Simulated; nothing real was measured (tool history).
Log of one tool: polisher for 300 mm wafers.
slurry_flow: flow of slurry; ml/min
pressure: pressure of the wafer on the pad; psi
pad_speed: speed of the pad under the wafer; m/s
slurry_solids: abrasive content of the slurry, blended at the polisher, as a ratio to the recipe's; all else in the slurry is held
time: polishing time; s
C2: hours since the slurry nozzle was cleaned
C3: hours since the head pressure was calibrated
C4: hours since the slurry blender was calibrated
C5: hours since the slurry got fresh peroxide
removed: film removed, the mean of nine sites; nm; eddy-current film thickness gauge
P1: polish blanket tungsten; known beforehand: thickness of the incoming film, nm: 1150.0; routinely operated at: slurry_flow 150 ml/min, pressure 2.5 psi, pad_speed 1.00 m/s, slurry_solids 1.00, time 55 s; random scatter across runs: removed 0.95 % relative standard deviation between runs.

Run 1, hour 14.5: slurry_flow 150 ml/min, pressure 2.5 psi, pad_speed 1.00 m/s, slurry_solids 1.00, time 55 s; wafers polished on this pad 472; C2 126.8; C3 365.6; C4 243.1; C5 26.0. Result: removed 200.200 nm.
Run 2, hour 20.9: slurry_flow 150 ml/min, pressure 2.5 psi, pad_speed 1.58 m/s, slurry_solids 1.00, time 55 s; wafers polished on this pad 549; C2 133.2; C3 372.0; C4 249.5; C5 32.4. Result: removed 305.390 nm.
Run 3, hour 35.4: slurry_flow 150 ml/min, pressure 2.5 psi, pad_speed 1.00 m/s, slurry_solids 1.35, time 55 s; wafers polished on this pad 723; C2 147.7; C3 386.5; C4 264.0; C5 46.9. Result: removed 208.410 nm.
Run 4, hour 41.7: slurry_flow 150 ml/min, pressure 3.2 psi, pad_speed 1.00 m/s, slurry_solids 0.60, time 55 s; wafers polished on this pad 799; C2 154.0; C3 392.8; C4 270.3; C5 53.2. Result: removed 220.480 nm.
Run 5, hour 53.0: slurry_flow 150 ml/min, pressure 3.7 psi, pad_speed 1.00 m/s, slurry_solids 1.00, time 55 s; wafers polished on this pad 934; C2 165.3; C3 404.1; C4 281.6; C5 64.5. Result: removed 290.110 nm.
At hour 61.9: slurry blender recalibrated.
Run 6, hour 67.0: slurry_flow 150 ml/min, pressure 2.5 psi, pad_speed 1.00 m/s, slurry_solids 1.00, time 55 s; wafers polished on this pad 1103; C2 179.3; C3 418.1; C4 5.2; C5 78.5. Result: removed 195.170 nm.
Run 7, hour 78.1: slurry_flow 150 ml/min, pressure 2.5 psi, pad_speed 1.00 m/s, slurry_solids 1.00, time 55 s; wafers polished on this pad 1236; C2 190.4; C3 429.2; C4 16.3; C5 89.6. Result: removed 195.920 nm.
Run 8, hour 91.1: slurry_flow 150 ml/min, pressure 2.5 psi, pad_speed 0.44 m/s, slurry_solids 1.00, time 55 s; wafers polished on this pad 1392; C2 203.4; C3 442.2; C4 29.3; C5 102.6. Result: removed 85.448 nm.
Run 9, hour 105.4: slurry_flow 150 ml/min, pressure 2.5 psi, pad_speed 1.00 m/s, slurry_solids 0.50, time 55 s; wafers polished on this pad 1564; C2 217.7; C3 456.5; C4 43.6; C5 116.9. Result: removed 167.580 nm.
Run 10, hour 116.7: slurry_flow 150 ml/min, pressure 2.5 psi, pad_speed 1.00 m/s, slurry_solids 1.00, time 86 s; wafers polished on this pad 1700; C2 229.0; C3 467.8; C4 54.9; C5 128.2. Result: removed 303.550 nm.
Run 11, hour 128.2: slurry_flow 150 ml/min, pressure 2.5 psi, pad_speed 1.00 m/s, slurry_solids 1.00, time 25 s; wafers polished on this pad 1838; C2 240.5; C3 479.3; C4 66.4; C5 139.7. Result: removed 90.093 nm.
Run 12, hour 134.6: slurry_flow 150 ml/min, pressure 2.5 psi, pad_speed 1.00 m/s, slurry_solids 1.00, time 55 s; wafers polished on this pad 1915; C2 246.9; C3 485.7; C4 72.8; C5 146.1. Result: removed 194.020 nm.
Run 13, hour 148.7: slurry_flow 150 ml/min, pressure 1.1 psi, pad_speed 1.00 m/s, slurry_solids 1.00, time 55 s; wafers polished on this pad 2084; C2 261.0; C3 499.8; C4 86.9; C5 160.2. Result: removed 85.256 nm.
Run 14, hour 156.6: slurry_flow 100 ml/min, pressure 1.1 psi, pad_speed 1.00 m/s, slurry_solids 1.00, time 55 s; wafers polished on this pad 2179; C2 268.9; C3 507.7; C4 94.8; C5 168.1. Result: removed 79.619 nm.
Run 15, hour 163.7: slurry_flow 195 ml/min, pressure 2.5 psi, pad_speed 1.00 m/s, slurry_solids 1.00, time 55 s; wafers polished on this pad 2264; C2 276.0; C3 514.8; C4 101.9; C5 175.2. Result: removed 207.260 nm.
Run 16, hour 174.9: slurry_flow 90 ml/min, pressure 2.5 psi, pad_speed 1.00 m/s, slurry_solids 1.00, time 55 s; wafers polished on this pad 2399; C2 287.2; C3 526.0; C4 113.1; C5 186.4. Result: removed 177.870 nm.
Run 17, hour 187.9: slurry_flow 150 ml/min, pressure 2.5 psi, pad_speed 1.00 m/s, slurry_solids 1.00, time 55 s; wafers polished on this pad 2555; C2 300.2; C3 539.0; C4 126.1; C5 199.4. Result: removed 196.480 nm.
Run 18, hour 199.2: slurry_flow 150 ml/min, pressure 2.5 psi, pad_speed 1.00 m/s, slurry_solids 1.00, time 55 s; wafers polished on this pad 2690; C2 311.5; C3 550.3; C4 137.4; C5 210.7. Result: removed 191.860 nm.
Run 19, hour 212.7: slurry_flow 150 ml/min, pressure 2.5 psi, pad_speed 1.00 m/s, slurry_solids 1.00, time 55 s; wafers polished on this pad 2853; C2 325.0; C3 563.8; C4 150.9; C5 224.2. Result: removed 186.170 nm.
At hour 221.9: slurry tank refilled with fresh slurry and peroxide.
Run 20, hour 226.3: slurry_flow 150 ml/min, pressure 2.5 psi, pad_speed 1.00 m/s, slurry_solids 1.00, time 55 s; wafers polished on this pad 3016; C2 338.6; C3 577.4; C4 164.5; C5 4.5. Result: removed 181.770 nm.
Run 21, hour 233.7: slurry_flow 150 ml/min, pressure 2.5 psi, pad_speed 1.00 m/s, slurry_solids 1.00, time 55 s; wafers polished on this pad 3105; C2 346.0; C3 584.8; C4 171.9; C5 11.9. Result: removed 181.720 nm.
At hour 236.7: worn pad replaced by a new one.
Run 22, hour 240.5: slurry_flow 150 ml/min, pressure 2.5 psi, pad_speed 1.00 m/s, slurry_solids 1.00, time 55 s; wafers polished on this pad 46; C2 352.8; C3 591.6; C4 178.7; C5 18.7. Result: removed 183.610 nm.
Run 23, hour 249.2: slurry_flow 150 ml/min, pressure 2.5 psi, pad_speed 1.00 m/s, slurry_solids 1.00, time 55 s; wafers polished on this pad 151; C2 361.5; C3 600.3; C4 187.4; C5 27.4. Result: removed 181.140 nm.
At hour 258.5: head pressure recalibrated.
Run 24, hour 259.3: slurry_flow 150 ml/min, pressure 2.5 psi, pad_speed 1.00 m/s, slurry_solids 1.00, time 55 s; wafers polished on this pad 272; C2 371.6; C3 0.9; C4 197.5; C5 37.5. Result: removed 178.220 nm.
Run 25, hour 270.5: slurry_flow 150 ml/min, pressure 2.5 psi, pad_speed 1.00 m/s, slurry_solids 1.00, time 55 s; wafers polished on this pad 407; C2 382.8; C3 12.1; C4 208.7; C5 48.7. Result: removed 180.480 nm.
Run 26, hour 283.0: slurry_flow 150 ml/min, pressure 2.5 psi, pad_speed 1.00 m/s, slurry_solids 1.00, time 55 s; wafers polished on this pad 557; C2 395.3; C3 24.6; C4 221.2; C5 61.2. Result: removed 178.190 nm.

The log shows P1 creeping away from where it was. Any of the 2 causes listed here, at the size stated for it, fits the log just as well as the others:
A: abrasive missing from the slurry, % = 32.2
B: slurry flow missing at the pad, % = 34.7
The gradual shift began around hour 187.9.
Excluded causes, each with its reason:
removal rate lost through wear of the pad, %: serviced at hour 236.7, after the change had begun; the process did not return to its earlier output
head's pressure below its setpoint, %: serviced at hour 258.5, after the change had begun; the process did not return to its earlier output
peroxide lost from the slurry, %: serviced at hour 221.9, after the change had begun; the process did not return to its earlier output

Consider the 4 check runs below, whose results appear as question marks and each of which averages 2 wafers. Which one distinguishes the causes, in that each cause would give it a clearly different result?
Run check 1, hour 295.5: slurry_flow 150 ml/min, pressure 2.5 psi, pad_speed 0.50 m/s, slurry_solids 1.00, time 84 s. Result: removed ?.
Run check 2, hour 295.5: slurry_flow 150 ml/min, pressure 2.5 psi, pad_speed 1.58 m/s, slurry_solids 1.00, time 26 s. Result: removed ?.
Run check 3, hour 295.5: slurry_flow 150 ml/min, pressure 1.1 psi, pad_speed 1.00 m/s, slurry_solids 0.55, time 55 s. Result: removed ?.
Run check 4, hour 295.5: slurry_flow 90 ml/min, pressure 2.5 psi, pad_speed 1.00 m/s, slurry_solids 1.00, time 84 s. Result: removed ?.

How each check would come out, cause by cause:
  check   result     if A     if B
check 1  removed  136.650  136.650
check 2  removed  133.650  133.650
check 3  removed   69.030   68.641
check 4  removed  244.210  232.180
Per-check spread between the two closest causes, in the result where they differ most: check 1 0 %; check 2 0 %; check 3 0.57 %; check 4 5.05 %
Check 4 is the one run that separates the causes; every other check would come out nearly the same whichever cause is at work.

Here is what check 4 returned: removed 232.810 nm. Which cause is it?

B is the cause: slurry flow missing at the pad, %.
